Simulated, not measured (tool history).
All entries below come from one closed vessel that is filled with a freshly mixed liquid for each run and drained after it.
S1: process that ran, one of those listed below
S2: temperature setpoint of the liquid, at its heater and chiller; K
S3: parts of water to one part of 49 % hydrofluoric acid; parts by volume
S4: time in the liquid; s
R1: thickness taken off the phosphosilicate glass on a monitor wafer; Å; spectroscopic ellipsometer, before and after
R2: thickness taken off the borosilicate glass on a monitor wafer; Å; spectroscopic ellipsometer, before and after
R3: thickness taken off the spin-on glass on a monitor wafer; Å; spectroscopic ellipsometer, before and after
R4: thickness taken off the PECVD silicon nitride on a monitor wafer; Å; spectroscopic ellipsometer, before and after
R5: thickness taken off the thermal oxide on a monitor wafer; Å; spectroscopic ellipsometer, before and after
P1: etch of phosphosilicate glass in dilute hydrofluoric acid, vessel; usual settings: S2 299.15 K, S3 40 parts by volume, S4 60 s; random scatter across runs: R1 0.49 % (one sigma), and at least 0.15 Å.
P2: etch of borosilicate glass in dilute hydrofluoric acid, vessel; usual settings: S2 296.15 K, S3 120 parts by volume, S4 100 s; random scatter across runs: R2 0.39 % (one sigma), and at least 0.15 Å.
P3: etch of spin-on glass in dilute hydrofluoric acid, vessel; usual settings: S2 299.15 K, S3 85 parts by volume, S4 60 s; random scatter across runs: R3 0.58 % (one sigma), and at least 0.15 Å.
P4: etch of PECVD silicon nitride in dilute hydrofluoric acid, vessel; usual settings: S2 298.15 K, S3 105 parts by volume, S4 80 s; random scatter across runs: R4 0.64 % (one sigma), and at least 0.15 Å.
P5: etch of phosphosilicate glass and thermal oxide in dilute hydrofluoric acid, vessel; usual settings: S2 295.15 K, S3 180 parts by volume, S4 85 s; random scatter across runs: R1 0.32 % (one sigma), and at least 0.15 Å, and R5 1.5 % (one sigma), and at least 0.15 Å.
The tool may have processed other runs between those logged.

run 1 hour=9.5 | S1=P1 S2=299.15 S3=40 S4=60 | R1=2484.1
run 2 hour=16.9 | S1=P1 S2=299.15 S3=70 S4=60 | R1=1371.9
run 3 hour=27.8 | S1=P2 S2=296.15 S3=35 S4=100 | R2=906.45
run 4 hour=35.1 | S1=P3 S2=299.15 S3=85 S4=90 | R3=518.36
run 5 hour=46.3 | S1=P1 S2=307.15 S3=40 S4=60 | R1=3422.8
run 6 hour=54.9 | S1=P3 S2=299.15 S3=85 S4=60 | R3=346.13
run 7 hour=64.9 | S1=P4 S2=298.15 S3=105 S4=30 | R4=17.586
run 8 hour=72.1 | S1=P1 S2=299.15 S3=40 S4=85 | R1=3511.3
run 9 hour=77.8 | S1=P1 S2=299.15 S3=40 S4=30 | R1=1231
run 10 hour=88.1 | S1=P1 S2=299.15 S3=20 S4=60 | R1=5099.5
run 11 hour=96.4 | S1=P3 S2=299.15 S3=125 S4=60 | R3=223.76
run 12 hour=103.3 | S1=P1 S2=299.15 S3=40 S4=60 | R1=2471.9
run 13 hour=110 | S1=P1 S2=293.15 S3=60 S4=60 | R1=1257.4
run 14 hour=117.1 | S1=P4 S2=292.15 S3=105 S4=80 | R4=31.162
run 15 hour=124.5 | S1=P1 S2=299.15 S3=40 S4=60 | R1=2465.2
run 16 hour=130.8 | S1=P3 S2=291.65 S3=85 S4=60 | R3=255.52
run 17 hour=141.1 | S1=P5 S2=295.15 S3=35 S4=85 | R1=1540.5 R5=108.29
run 18 hour=152.6 | S1=P2 S2=296.15 S3=120 S4=200 | R2=475.53
run 19 hour=158.4 | S1=P1 S2=295.15 S3=40 S4=60 | R1=2100.6
run 20 hour=165.2 | S1=P2 S2=296.15 S3=120 S4=100 | R2=238.29
run 21 hour=172.8 | S1=P4 S2=298.15 S3=105 S4=80 | R4=46.828
run 22 hour=184 | S1=P4 S2=298.15 S3=170 S4=80 | R4=28.6
run 23 hour=190.2 | S1=P4 S2=298.15 S3=105 S4=80 | R4=46.288
run 24 hour=201.7 | S1=P3 S2=299.15 S3=85 S4=60 | R3=348.03
run 25 hour=211 | S1=P5 S2=295.15 S3=180 S4=165 | R1=488.61 R5=34.546
run 26 hour=223.3 | S1=P5 S2=295.15 S3=180 S4=85 | R1=253.85 R5=17.397
run 27 hour=230.9 | S1=P2 S2=296.15 S3=120 S4=100 | R2=235.57
run 28 hour=241.1 | S1=P1 S2=299.15 S3=40 S4=60 | R1=2484.2
run 29 hour=251.5 | S1=P1 S2=302.65 S3=60 S4=60 | R1=1845.4
run 30 hour=263.1 | S1=P2 S2=290.15 S3=120 S4=100 | R2=187.32
run 31 hour=274 | S1=P1 S2=299.15 S3=40 S4=60 | R1=2455.1
run 32 hour=284 | S1=P5 S2=291.65 S3=180 S4=85 | R1=221.3 R5=15.507
run 33 hour=296.3 | S1=P1 S2=299.15 S3=40 S4=60 | R1=2488.3
run 34 hour=307.4 | S1=P1 S2=299.15 S3=40 S4=60 | R1=2388
run 35 hour=314.5 | S1=P1 S2=299.15 S3=40 S4=60 | R1=2360.3
run 36 hour=323.7 | S1=P1 S2=299.15 S3=40 S4=60 | R1=2316.4
run 37 hour=329.9 | S1=P1 S2=299.15 S3=40 S4=60 | R1=2311
run 38 hour=336.5 | S1=P1 S2=299.15 S3=40 S4=60 | R1=2303
run 39 hour=343.1 | S1=P1 S2=299.15 S3=40 S4=60 | R1=2267.7
run 40 hour=350.6 | S1=P1 S2=299.15 S3=40 S4=60 | R1=2291
run 41 hour=362.2 | S1=P1 S2=299.15 S3=40 S4=60 | R1=2265.4
run 42 hour=373.1 | S1=P1 S2=299.15 S3=40 S4=60 | R1=2264.5
run 43 hour=380.4 | S1=P1 S2=299.15 S3=40 S4=60 | R1=2256
run 44 hour=386 | S1=P1 S2=299.15 S3=40 S4=60 | R1=2274.3

The output of P1 has drifted from where it used to be. Each of the 2 causes below, taken at the size shown beside it, accounts for the log equally well:
A: liquid colder than its thermometer reads (K) = 2.22
B: hydrofluoric acid flow below the setpoint (%) = 8.25
At approximately hour 296.3, the process output began to creep.

You are offered 4 check runs, listed below with question marks in place of their results; each one averages 3 wafers. Which run separates the listed causes by giving clearly different results for each?
run check 1 hour=391.6 | S1=P3 S2=296.15 S3=85 S4=85 | R3=?
run check 2 hour=391.6 | S1=P5 S2=295.15 S3=40 S4=85 | R1=? R5=?
run check 3 hour=391.6 | S1=P4 S2=298.15 S3=170 S4=45 | R4=?
run check 4 hour=391.6 | S1=P2 S2=292.15 S3=55 S4=100 | R2=?

Check results expected under each cause:
check=check_1 result=R3 if_A=400.6 if_B=398.68
check=check_2 result=R1 if_A=1220.8 if_B=1225.1
check=check_2 result=R5 if_A=86.188 if_B=86.496
check=check_3 result=R4 if_A=14.057 if_B=14.875
check=check_4 result=R2 if_A=431.71 if_B=433.28
Minimum pairwise separation of causes per check, each pair taken at its best-separating result: check 1 0.48 %; check 2 0.36 %; check 3 5.66 %; check 4 0.36 %
Of the check runs offered, only check 3 discriminates between the causes; the rest would read about the same regardless of which cause applies.

Check 3 was then run and gave: R4 14.033 Å. Which cause is it?

A is the cause: liquid colder than its thermometer reads (K).
